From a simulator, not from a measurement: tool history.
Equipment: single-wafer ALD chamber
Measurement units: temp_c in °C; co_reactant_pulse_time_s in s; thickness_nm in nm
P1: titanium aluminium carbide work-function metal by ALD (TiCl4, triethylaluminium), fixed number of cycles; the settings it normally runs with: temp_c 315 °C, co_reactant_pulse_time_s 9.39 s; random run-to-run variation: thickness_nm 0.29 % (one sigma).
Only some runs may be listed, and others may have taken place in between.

run	hour	temp_c	co_reactant_pulse_time_s	hours since the last thermocouple change	hours since the last triethylaluminium bottle change	thickness_nm
1	5.3	315	9.39	1256.1	440.8	2.0818
2	9.8	315	3.14	1260.6	445.3	1.4423
3	15.0	315	9.39	1265.8	450.5	2.0836
4	20.1	315	9.39	1270.9	455.6	2.0895
5	23.7	297	13.45	1274.5	459.2	1.9786
6	26.3	303	9.39	1277.1	461.8	1.9897
7	30.0	315	9.39	1280.8	465.5	2.0681
8	33.6	339	9.39	1284.4	469.1	2.3015
9	38.1	315	14.64	1288.9	473.6	2.1494
10	43.0	315	9.39	1293.8	478.5	2.0906
11	48.5	315	9.39	1299.3	484.0	2.0860
12	51.3	315	9.39	1302.1	486.8	2.0868
13	56.0	315	9.39	1306.8	491.5	2.0694
14	59.9	315	9.39	1310.7	495.4	2.0570
15	63.6	315	9.39	1314.4	499.1	2.0502
16	66.5	315	9.39	1317.3	502.0	2.0482
17	69.8	315	9.39	1320.6	505.3	2.0483
18	74.3	315	9.39	1325.1	509.8	2.0579
19	77.6	315	9.39	1328.4	513.1	2.0431
20	83.1	315	9.39	1333.9	518.6	2.0535
21	88.2	315	9.39	1339.0	523.7	2.0376

What P1 gives has crept off from where it sat before. The 2 causes that follow fit the log equally well, each at the size noted:
A: triethylaluminium dose below that of a fresh bottle (%) = 13.1
B: wafer temperature below the value expected at the setpoint (K) = 5.22
The creep began at about hour 48.5.

Listed below are the offered check runs, one wafer per run, with question marks in place of results. For which of them would the causes give clearly different outcomes?
check 1	93.3	326	9.39			?
check 2	93.3	306	3.47			?
check 3	93.3	330	9.39			?
check 4	93.3	332	9.39			?

If the cause were each of the candidates in turn, the checks would give the following:
check	result	if A	if B
check 1	thickness_nm	2.1333	2.1352
check 2	thickness_nm	1.3513	1.4261
check 3	thickness_nm	2.1673	2.1698
check 4	thickness_nm	2.1843	2.1871
Separation of the two closest causes in each check, using whichever result separates them best: check 1 0.09 %; check 2 5.39 %; check 3 0.12 %; check 4 0.13 %
Check 2 distinguishes between the causes, while the remaining checks would return nearly the same result for all of them.

Check 2 was carried out, with these results: thickness_nm 1.3484 nm. Which of the listed causes is responsible?

It is A: triethylaluminium dose below that of a fresh bottle (%).

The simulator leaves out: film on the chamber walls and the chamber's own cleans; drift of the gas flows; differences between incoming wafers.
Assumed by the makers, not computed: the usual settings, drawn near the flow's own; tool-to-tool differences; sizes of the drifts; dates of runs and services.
